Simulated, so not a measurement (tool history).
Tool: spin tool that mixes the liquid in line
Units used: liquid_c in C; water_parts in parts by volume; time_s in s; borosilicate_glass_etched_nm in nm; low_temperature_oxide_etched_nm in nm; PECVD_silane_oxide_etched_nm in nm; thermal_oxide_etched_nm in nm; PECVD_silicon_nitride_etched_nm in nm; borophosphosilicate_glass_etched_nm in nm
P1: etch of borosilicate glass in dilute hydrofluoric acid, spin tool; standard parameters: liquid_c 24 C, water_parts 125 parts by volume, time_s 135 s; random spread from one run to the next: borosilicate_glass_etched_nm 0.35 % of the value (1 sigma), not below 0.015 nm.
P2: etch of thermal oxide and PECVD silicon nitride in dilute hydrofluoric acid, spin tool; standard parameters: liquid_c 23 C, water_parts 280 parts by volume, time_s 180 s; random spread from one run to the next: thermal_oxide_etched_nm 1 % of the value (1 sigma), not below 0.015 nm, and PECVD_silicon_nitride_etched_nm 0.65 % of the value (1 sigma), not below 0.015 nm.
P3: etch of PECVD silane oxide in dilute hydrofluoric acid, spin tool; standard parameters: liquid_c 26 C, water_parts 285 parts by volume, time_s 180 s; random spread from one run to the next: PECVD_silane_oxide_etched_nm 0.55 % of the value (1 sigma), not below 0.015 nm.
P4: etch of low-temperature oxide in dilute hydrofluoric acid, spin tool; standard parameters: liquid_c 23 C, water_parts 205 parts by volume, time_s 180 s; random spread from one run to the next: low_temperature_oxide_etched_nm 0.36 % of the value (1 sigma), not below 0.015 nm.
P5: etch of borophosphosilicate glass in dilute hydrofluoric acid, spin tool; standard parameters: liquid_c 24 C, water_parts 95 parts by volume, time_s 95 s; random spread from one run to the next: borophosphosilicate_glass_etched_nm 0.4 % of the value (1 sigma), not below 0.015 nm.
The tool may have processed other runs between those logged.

| run | hour | process | liquid_c | water_parts | time_s | hours since the thermometer was replaced | hours since the hydrofluoric acid flow meter was replaced | borosilicate_glass_etched_nm | low_temperature_oxide_etched_nm | PECVD_silane_oxide_etched_nm | thermal_oxide_etched_nm | PECVD_silicon_nitride_etched_nm | borophosphosilicate_glass_etched_nm |
|---|---|---|---|---|---|---|---|---|---|---|---|---|---|
| 1 | 6.1 | P1 | 24 | 125 | 135 | 653.7 | 321.9 | 37.246 |  |  |  |  |  |
| 2 | 18.2 | P1 | 24 | 60 | 135 | 665.8 | 334 | 83.848 |  |  |  |  |  |
| 3 | 31.7 | P4 | 23 | 205 | 180 | 679.3 | 347.5 |  | 10.741 |  |  |  |  |
| 4 | 45.5 | P3 | 26 | 285 | 180 | 693.1 | 361.3 |  |  | 10.567 |  |  |  |
| 5 | 51.6 | P4 | 17 | 205 | 180 | 699.2 | 367.4 |  | 8.5748 |  |  |  |  |
| 6 | 65.2 | P2 | 23 | 280 | 70 | 712.8 | 381 |  |  |  | 0.9569 | 1.2927 |  |
| 7 | 74.1 | P3 | 26 | 75 | 180 | 721.7 | 389.9 |  |  | 50.99 |  |  |  |
| 8 | 85.5 | P5 | 24 | 95 | 150 | 733.1 | 401.3 |  |  |  |  |  | 40.967 |
| 9 | 97.3 | P1 | 24 | 215 | 135 | 744.9 | 413.1 | 19.469 |  |  |  |  |  |
| 10 | 107.1 | P3 | 26 | 285 | 95 | 754.7 | 422.9 |  |  | 5.5637 |  |  |  |
| 11 | 120.2 | P1 | 24 | 125 | 135 | 767.8 | 436 | 37.17 |  |  |  |  |  |
| 12 | 132.7 | P1 | 27.5 | 195 | 135 | 780.3 | 448.5 | 25.057 |  |  |  |  |  |
| 13 | 145.8 | P2 | 23 | 280 | 180 | 793.4 | 461.6 |  |  |  | 2.4417 | 3.3323 |  |
| 14 | 152.5 | P1 | 24 | 125 | 135 | 800.1 | 468.3 | 37.176 |  |  |  |  |  |
| 15 | 164.4 | P5 | 24 | 95 | 95 | 812 | 480.2 |  |  |  |  |  | 25.665 |
| 16 | 178.1 | P1 | 24 | 125 | 135 | 825.7 | 493.9 | 37.07 |  |  |  |  |  |
| 17 | 190.7 | P2 | 17 | 280 | 180 | 838.3 | 506.5 |  |  |  | 1.9472 | 2.2411 |  |
| 18 | 198.5 | P4 | 23 | 205 | 180 | 846.1 | 514.3 |  | 10.713 |  |  |  |  |
| 19 | 211.1 | P1 | 24 | 125 | 50 | 858.7 | 526.9 | 13.802 |  |  |  |  |  |
| 20 | 220.4 | P2 | 23 | 120 | 180 | 868 | 536.2 |  |  |  | 6.6247 | 7.6163 |  |
| 21 | 227.2 | P4 | 23 | 205 | 305 | 874.8 | 543 |  | 18.307 |  |  |  |  |
| 22 | 234.4 | P5 | 24 | 175 | 95 | 882 | 550.2 |  |  |  |  |  | 12.787 |
| 23 | 248.3 | P4 | 23 | 320 | 180 | 895.9 | 564.1 |  | 6.1817 |  |  |  |  |
| 24 | 258.6 | P1 | 24 | 125 | 135 | 906.2 | 574.4 | 37.146 |  |  |  |  |  |
| 25 | 269.8 | P3 | 26 | 285 | 180 | 917.4 | 585.6 |  |  | 10.477 |  |  |  |
| 26 | 283.6 | P3 | 20 | 285 | 180 | 931.2 | 599.4 |  |  | 8.5338 |  |  |  |
| 27 | 296.7 | P5 | 17 | 95 | 95 | 944.3 | 612.5 |  |  |  |  |  | 19.451 |
| 28 | 304.9 | P1 | 31.5 | 125 | 135 | 952.5 | 620.7 | 48.89 |  |  |  |  |  |
| 29 | 315.7 | P1 | 24 | 125 | 225 | 963.3 | 631.5 | 62.166 |  |  |  |  |  |
| 30 | 322.5 | P1 | 24 | 125 | 135 | 970.1 | 638.3 | 37.158 |  |  |  |  |  |
| 31 | 331.2 | P1 | 17 | 125 | 135 | 978.8 | 647 | 28.042 |  |  |  |  |  |
| 32 | 341.1 | P1 | 24 | 125 | 135 | 988.7 | 656.9 | 37.071 |  |  |  |  |  |
| 33 | 354.4 | P1 | 24 | 125 | 135 | 1002 | 670.2 | 37.179 |  |  |  |  |  |
| 34 | 365 | P1 | 24 | 125 | 135 | 1012.6 | 680.8 | 38.034 |  |  |  |  |  |
| 35 | 372.5 | P1 | 24 | 125 | 135 | 1020.1 | 688.3 | 38.876 |  |  |  |  |  |
| 36 | 383.1 | P1 | 24 | 125 | 135 | 1030.7 | 698.9 | 39.6 |  |  |  |  |  |
| 37 | 391.5 | P1 | 24 | 125 | 135 | 1039.1 | 707.3 | 40.053 |  |  |  |  |  |
| 38 | 404.4 | P1 | 24 | 125 | 135 | 1052 | 720.2 | 40.089 |  |  |  |  |  |
| 39 | 416.6 | P1 | 24 | 125 | 135 | 1064.2 | 732.4 | 40.282 |  |  |  |  |  |
| 40 | 428.9 | P1 | 24 | 125 | 135 | 1076.5 | 744.7 | 40.346 |  |  |  |  |  |
| 41 | 438.1 | P1 | 24 | 125 | 135 | 1085.7 | 753.9 | 40.392 |  |  |  |  |  |
| 42 | 448.5 | P1 | 24 | 125 | 135 | 1096.1 | 764.3 | 40.333 |  |  |  |  |  |
| 43 | 460.6 | P1 | 24 | 125 | 135 | 1108.2 | 776.4 | 40.607 |  |  |  |  |  |
| 44 | 467.6 | P1 | 24 | 125 | 135 | 1115.2 | 783.4 | 40.602 |  |  |  |  |  |

Something has made what P1 gives creep away from where it was; the 2 causes below, each at its own stated size, fit the log equally well:
A: liquid hotter than its thermometer reads (K) = 2.33
B: hydrofluoric acid flow above the setpoint (%) = 8.16
The drift started at roughly hour 354.4.

Of the 4 check runs listed below, each run on one wafer and each result written as a question mark, which would let you distinguish the listed causes because they would give clearly different results?
| check 1 | 474.6 | P5 | 17.5 | 170 | 95 |  |  |  |  |  |  |  | ? |
| check 2 | 474.6 | P4 | 17 | 205 | 180 |  |  |  | ? |  |  |  |  |
| check 3 | 474.6 | P3 | 26 | 135 | 180 |  |  |  |  | ? |  |  |  |
| check 4 | 474.6 | P2 | 23 | 125 | 85 |  |  |  |  |  | ? | ? |  |

How each check would come out, cause by cause:
| check | result | if A | if B |
|---|---|---|---|
| check 1 | borophosphosilicate_glass_etched_nm | 11.268 | 11.246 |
| check 2 | low_temperature_oxide_etched_nm | 9.3744 | 9.3851 |
| check 3 | PECVD_silane_oxide_etched_nm | 28.652 | 28.758 |
| check 4 | thermal_oxide_etched_nm | 3.2723 | 3.2687 |
| check 4 | PECVD_silicon_nitride_etched_nm | 4.0476 | 3.7573 |
Distance between the nearest two causes, measured in the result of the check that separates them most: check 1 0.2 %; check 2 0.11 %; check 3 0.37 %; check 4 7.44 %
The other checks would show nearly matching results whichever cause is true, so check 4 is the only one that separates the causes.

Check 4 was then run and gave: thermal_oxide_etched_nm 3.2575 nm; PECVD_silicon_nitride_etched_nm 3.7979 nm. Which cause is it?

It is B: hydrofluoric acid flow above the setpoint (%).
